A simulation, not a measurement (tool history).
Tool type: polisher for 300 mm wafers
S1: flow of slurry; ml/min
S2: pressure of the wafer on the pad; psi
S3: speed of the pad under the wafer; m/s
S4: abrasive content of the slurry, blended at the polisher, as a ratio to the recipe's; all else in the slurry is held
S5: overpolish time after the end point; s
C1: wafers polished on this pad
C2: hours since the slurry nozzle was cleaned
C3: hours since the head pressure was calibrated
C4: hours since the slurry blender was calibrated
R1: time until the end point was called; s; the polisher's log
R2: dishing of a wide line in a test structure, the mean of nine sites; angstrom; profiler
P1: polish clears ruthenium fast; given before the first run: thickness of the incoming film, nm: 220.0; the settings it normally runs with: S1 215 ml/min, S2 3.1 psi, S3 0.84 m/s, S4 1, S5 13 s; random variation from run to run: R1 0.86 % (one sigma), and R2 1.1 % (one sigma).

run    day   S1   S2    S3    S4  S5    C1     C2     C3     C4      R1      R2
  1  0.383  215  3.1  0.84     1  13   416  162.4  169.9  119.8  68.605  251.48
  2  0.817  215  3.1  0.56     1  13   507  172.8  180.3  130.2  103.38  194.62
  3  1.112  215  3.1   1.3     1  13   569  179.9  187.4  137.3  44.948  318.62
  4  1.375  295  4.3  0.84     1  13   624  186.2  193.7  143.6  47.573  306.65
  5  1.658  130  3.1  0.84     1  13   684    193  200.5  150.4  74.983  242.22
  6  2.033  215  3.1  0.84  1.35  13   762    202  209.5  159.4  61.195  277.03
  7  2.354  215  3.1  0.84     1   4   830  209.7  217.2  167.1  69.502  103.15
  8  2.696  215  3.1  0.84     1  13   901  217.9  225.4  175.3  68.519  254.01
     3.171  -- head pressure recalibrated
  9  3.242  340  3.1  0.84     1  13  1016    231    1.8  188.4  66.126  260.97
 10  3.508  215  3.1  0.84   0.5  13  1072  237.4    8.2  194.8  99.464  204.17
 11  3.996  215  4.8  0.84     1  23  1174  249.1   19.9  206.5  44.189  387.33
 12   4.45  215  1.4  0.84     1  13  1269    260   30.8  217.4  151.95   145.5
 13  4.804  215  4.6  0.84     1  13  1344  268.5   39.3  225.9  46.345  320.54
 14  5.146  215  3.1  0.84     1  13  1415  276.7   47.5  234.1  68.141  254.36
 15  5.446  215  4.5   0.6     1  13  1478  283.9   54.7  241.3  66.121  255.29

Run 16 has not been measured yet. What should we expect?
 16  5.788  215  3.1  0.84   1  23  1550  292.1  62.9  249.5   ?   ?

R1: 68.716 s
R2: 339.54 angstrom

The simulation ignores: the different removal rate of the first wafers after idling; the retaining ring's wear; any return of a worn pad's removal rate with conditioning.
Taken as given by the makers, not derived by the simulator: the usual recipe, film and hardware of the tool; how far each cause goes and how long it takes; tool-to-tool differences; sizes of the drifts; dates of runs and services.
